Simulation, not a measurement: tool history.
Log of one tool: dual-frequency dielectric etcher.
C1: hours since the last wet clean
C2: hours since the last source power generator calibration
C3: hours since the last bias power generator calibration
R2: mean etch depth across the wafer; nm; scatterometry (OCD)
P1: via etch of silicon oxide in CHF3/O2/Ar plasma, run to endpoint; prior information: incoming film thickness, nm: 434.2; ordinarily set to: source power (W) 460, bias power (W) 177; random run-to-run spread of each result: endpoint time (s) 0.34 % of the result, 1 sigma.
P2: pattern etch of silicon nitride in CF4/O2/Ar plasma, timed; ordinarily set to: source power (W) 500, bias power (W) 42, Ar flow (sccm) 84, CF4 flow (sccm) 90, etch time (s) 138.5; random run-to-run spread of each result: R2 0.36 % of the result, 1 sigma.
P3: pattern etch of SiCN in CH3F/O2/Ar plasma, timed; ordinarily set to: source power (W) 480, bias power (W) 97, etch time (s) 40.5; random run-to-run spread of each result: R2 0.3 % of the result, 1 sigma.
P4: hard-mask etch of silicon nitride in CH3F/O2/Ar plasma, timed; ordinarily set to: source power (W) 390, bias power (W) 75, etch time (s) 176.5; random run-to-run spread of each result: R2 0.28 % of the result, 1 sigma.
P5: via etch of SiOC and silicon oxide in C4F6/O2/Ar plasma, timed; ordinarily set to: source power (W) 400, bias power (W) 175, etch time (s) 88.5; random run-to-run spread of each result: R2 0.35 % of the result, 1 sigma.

run 1 hour=13.0 | process_that_ran=P1 source_power_(W)=460 bias_power_(W)=177 | C1=181.3 C2=2080.0 C3=1276.7 | endpoint_time_(s)=246.38
run 2 hour=21.5 | process_that_ran=P1 source_power_(W)=370 bias_power_(W)=177 | C1=189.8 C2=2088.5 C3=1285.2 | endpoint_time_(s)=267.27
run 3 hour=36.9 | process_that_ran=P3 source_power_(W)=340 bias_power_(W)=97 etch_time_(s)=40.5 | C1=205.2 C2=2103.9 C3=1300.6 | R2=15.994
-- hour=45.3 source power generator calibrated
run 4 hour=52.2 | process_that_ran=P4 source_power_(W)=390 bias_power_(W)=75 etch_time_(s)=176.5 | C1=220.5 C2=7.0 C3=1315.9 | R2=126.500
run 5 hour=66.1 | process_that_ran=P3 source_power_(W)=480 bias_power_(W)=97 etch_time_(s)=25.5 | C1=234.4 C2=20.9 C3=1329.8 | R2=11.452
run 6 hour=81.0 | process_that_ran=P1 source_power_(W)=460 bias_power_(W)=177 | C1=249.3 C2=35.8 C3=1344.7 | endpoint_time_(s)=245.73
run 7 hour=96.0 | process_that_ran=P1 source_power_(W)=460 bias_power_(W)=177 | C1=264.3 C2=50.8 C3=1359.7 | endpoint_time_(s)=247.39
run 8 hour=112.1 | process_that_ran=P5 source_power_(W)=400 bias_power_(W)=175 etch_time_(s)=88.5 | C1=280.4 C2=66.9 C3=1375.8 | R2=102.240
run 9 hour=129.4 | process_that_ran=P4 source_power_(W)=390 bias_power_(W)=75 etch_time_(s)=176.5 | C1=297.7 C2=84.2 C3=1393.1 | R2=126.900
run 10 hour=137.5 | process_that_ran=P2 source_power_(W)=500 bias_power_(W)=42 etch_time_(s)=138.5 Ar_flow_(sccm)=84 CF4_flow_(sccm)=90 | C1=305.8 C2=92.3 C3=1401.2 | R2=244.700
run 11 hour=153.7 | process_that_ran=P1 source_power_(W)=460 bias_power_(W)=177 | C1=322.0 C2=108.5 C3=1417.4 | endpoint_time_(s)=245.93
run 12 hour=171.7 | process_that_ran=P4 source_power_(W)=480 bias_power_(W)=75 etch_time_(s)=176.5 | C1=340.0 C2=126.5 C3=1435.4 | R2=136.490
run 13 hour=187.9 | process_that_ran=P5 source_power_(W)=400 bias_power_(W)=139 etch_time_(s)=88.5 | C1=356.2 C2=142.7 C3=1451.6 | R2=95.155
run 14 hour=206.1 | process_that_ran=P2 source_power_(W)=500 bias_power_(W)=42 etch_time_(s)=138.5 Ar_flow_(sccm)=116 CF4_flow_(sccm)=90 | C1=374.4 C2=160.9 C3=1469.8 | R2=235.350
run 15 hour=223.3 | process_that_ran=P2 source_power_(W)=500 bias_power_(W)=42 etch_time_(s)=195.5 Ar_flow_(sccm)=84 CF4_flow_(sccm)=90 | C1=391.6 C2=178.1 C3=1487.0 | R2=343.590
run 16 hour=236.8 | process_that_ran=P5 source_power_(W)=240 bias_power_(W)=175 etch_time_(s)=88.5 | C1=405.1 C2=191.6 C3=1500.5 | R2=83.541
run 17 hour=250.4 | process_that_ran=P1 source_power_(W)=610 bias_power_(W)=242 | C1=418.7 C2=205.2 C3=1514.1 | endpoint_time_(s)=196.96
run 18 hour=264.7 | process_that_ran=P1 source_power_(W)=460 bias_power_(W)=177 | C1=433.0 C2=219.5 C3=1528.4 | endpoint_time_(s)=246.99
run 19 hour=279.4 | process_that_ran=P5 source_power_(W)=400 bias_power_(W)=175 etch_time_(s)=88.5 | C1=447.7 C2=234.2 C3=1543.1 | R2=102.130
run 20 hour=288.1 | process_that_ran=P2 source_power_(W)=500 bias_power_(W)=42 etch_time_(s)=138.5 Ar_flow_(sccm)=84 CF4_flow_(sccm)=90 | C1=456.4 C2=242.9 C3=1551.8 | R2=242.550
run 21 hour=298.0 | process_that_ran=P1 source_power_(W)=460 bias_power_(W)=248 | C1=466.3 C2=252.8 C3=1561.7 | endpoint_time_(s)=218.82
run 22 hour=308.3 | process_that_ran=P4 source_power_(W)=390 bias_power_(W)=75 etch_time_(s)=244.5 | C1=476.6 C2=263.1 C3=1572.0 | R2=177.020
run 23 hour=323.8 | process_that_ran=P2 source_power_(W)=500 bias_power_(W)=42 etch_time_(s)=138.5 Ar_flow_(sccm)=84 CF4_flow_(sccm)=112 | C1=492.1 C2=278.6 C3=1587.5 | R2=249.720
run 24 hour=334.4 | process_that_ran=P4 source_power_(W)=390 bias_power_(W)=97 etch_time_(s)=176.5 | C1=502.7 C2=289.2 C3=1598.1 | R2=138.770
run 25 hour=348.0 | process_that_ran=P1 source_power_(W)=460 bias_power_(W)=177 | C1=516.3 C2=302.8 C3=1611.7 | endpoint_time_(s)=244.69
run 26 hour=357.8 | process_that_ran=P1 source_power_(W)=640 bias_power_(W)=177 | C1=526.1 C2=312.6 C3=1621.5 | endpoint_time_(s)=217.02
run 27 hour=373.9 | process_that_ran=P3 source_power_(W)=480 bias_power_(W)=62 etch_time_(s)=40.5 | C1=542.2 C2=328.7 C3=1637.6 | R2=15.625
run 28 hour=387.2 | process_that_ran=P3 source_power_(W)=480 bias_power_(W)=97 etch_time_(s)=40.5 | C1=555.5 C2=342.0 C3=1650.9 | R2=18.248
run 29 hour=397.1 | process_that_ran=P2 source_power_(W)=360 bias_power_(W)=42 etch_time_(s)=138.5 Ar_flow_(sccm)=84 CF4_flow_(sccm)=90 | C1=565.4 C2=351.9 C3=1660.8 | R2=183.530
run 30 hour=414.1 | process_that_ran=P5 source_power_(W)=400 bias_power_(W)=175 etch_time_(s)=58.5 | C1=582.4 C2=368.9 C3=1677.8 | R2=66.923
run 31 hour=427.2 | process_that_ran=P2 source_power_(W)=500 bias_power_(W)=30 etch_time_(s)=138.5 Ar_flow_(sccm)=84 CF4_flow_(sccm)=90 | C1=595.5 C2=382.0 C3=1690.9 | R2=217.380
run 32 hour=436.5 | process_that_ran=P1 source_power_(W)=460 bias_power_(W)=145 | C1=604.8 C2=391.3 C3=1700.2 | endpoint_time_(s)=265.08
run 33 hour=447.1 | process_that_ran=P1 source_power_(W)=460 bias_power_(W)=177 | C1=615.4 C2=401.9 C3=1710.8 | endpoint_time_(s)=246.34
run 34 hour=456.6 | process_that_ran=P1 source_power_(W)=460 bias_power_(W)=177 | C1=624.9 C2=411.4 C3=1720.3 | endpoint_time_(s)=247.24
run 35 hour=474.0 | process_that_ran=P1 source_power_(W)=460 bias_power_(W)=177 | C1=642.3 C2=428.8 C3=1737.7 | endpoint_time_(s)=248.10
run 36 hour=491.1 | process_that_ran=P1 source_power_(W)=460 bias_power_(W)=177 | C1=659.4 C2=445.9 C3=1754.8 | endpoint_time_(s)=248.33
run 37 hour=499.4 | process_that_ran=P1 source_power_(W)=460 bias_power_(W)=177 | C1=667.7 C2=454.2 C3=1763.1 | endpoint_time_(s)=249.24
run 38 hour=516.6 | process_that_ran=P1 source_power_(W)=460 bias_power_(W)=177 | C1=684.9 C2=471.4 C3=1780.3 | endpoint_time_(s)=249.23
run 39 hour=531.6 | process_that_ran=P1 source_power_(W)=460 bias_power_(W)=177 | C1=699.9 C2=486.4 C3=1795.3 | endpoint_time_(s)=250.49
run 40 hour=540.4 | process_that_ran=P1 source_power_(W)=460 bias_power_(W)=177 | C1=708.7 C2=495.2 C3=1804.1 | endpoint_time_(s)=251.89
-- hour=542.5 wet clean of the chamber
run 41 hour=556.6 | process_that_ran=P1 source_power_(W)=460 bias_power_(W)=177 | C1=14.2 C2=511.4 C3=1820.3 | endpoint_time_(s)=251.07
run 42 hour=571.4 | process_that_ran=P1 source_power_(W)=460 bias_power_(W)=177 | C1=29.0 C2=526.2 C3=1835.1 | endpoint_time_(s)=250.61
run 43 hour=587.8 | process_that_ran=P1 source_power_(W)=460 bias_power_(W)=177 | C1=45.4 C2=542.6 C3=1851.5 | endpoint_time_(s)=250.92

What P1 gives has crept away from where it was. These 2 causes fit the log equally well, each at the size given:
A: source power that arrives under what is set, % = 4.38
B: bias power that arrives under what is set, % = 4.9
At approximately hour 447.1, the process output began to creep.
Excluded causes, each with its reason:
chamber walls in a state that lowers the etch rate, %: its service at hour 542.5 followed the start of the drift and did not put the process back to its old value

Consider the 4 check runs below, whose results appear as question marks and each of which averages 2 wafers. Which one distinguishes the causes, in that each cause would give it a clearly different result?
run check 1 hour=604.2 | process_that_ran=P5 source_power_(W)=290 bias_power_(W)=175 etch_time_(s)=88.5 | R2=?
run check 2 hour=604.2 | process_that_ran=P2 source_power_(W)=380 bias_power_(W)=42 etch_time_(s)=138.5 Ar_flow_(sccm)=84 CF4_flow_(sccm)=90 | R2=?
run check 3 hour=604.2 | process_that_ran=P4 source_power_(W)=390 bias_power_(W)=89 etch_time_(s)=176.5 | R2=?
run check 4 hour=604.2 | process_that_ran=P3 source_power_(W)=400 bias_power_(W)=97 etch_time_(s)=32.5 | R2=?

Check results expected under each cause:
check=check_1 result=R2 if_A=88.625 if_B=88.703
check=check_2 result=R2 if_A=184.570 if_B=188.470
check=check_3 result=R2 if_A=132.490 if_B=132.330
check=check_4 result=R2 if_A=13.440 if_B=13.411
Minimum pairwise separation of causes per check, each pair taken at its best-separating result: check 1 0.09 %; check 2 2.09 %; check 3 0.12 %; check 4 0.22 %
Only in check 2 would the causes give clearly different results; in the remaining checks their results would be nearly the same.

Then check 2 was run and gave: R2 188.390 nm. Which cause is it?

B is the cause: bias power that arrives under what is set, %.

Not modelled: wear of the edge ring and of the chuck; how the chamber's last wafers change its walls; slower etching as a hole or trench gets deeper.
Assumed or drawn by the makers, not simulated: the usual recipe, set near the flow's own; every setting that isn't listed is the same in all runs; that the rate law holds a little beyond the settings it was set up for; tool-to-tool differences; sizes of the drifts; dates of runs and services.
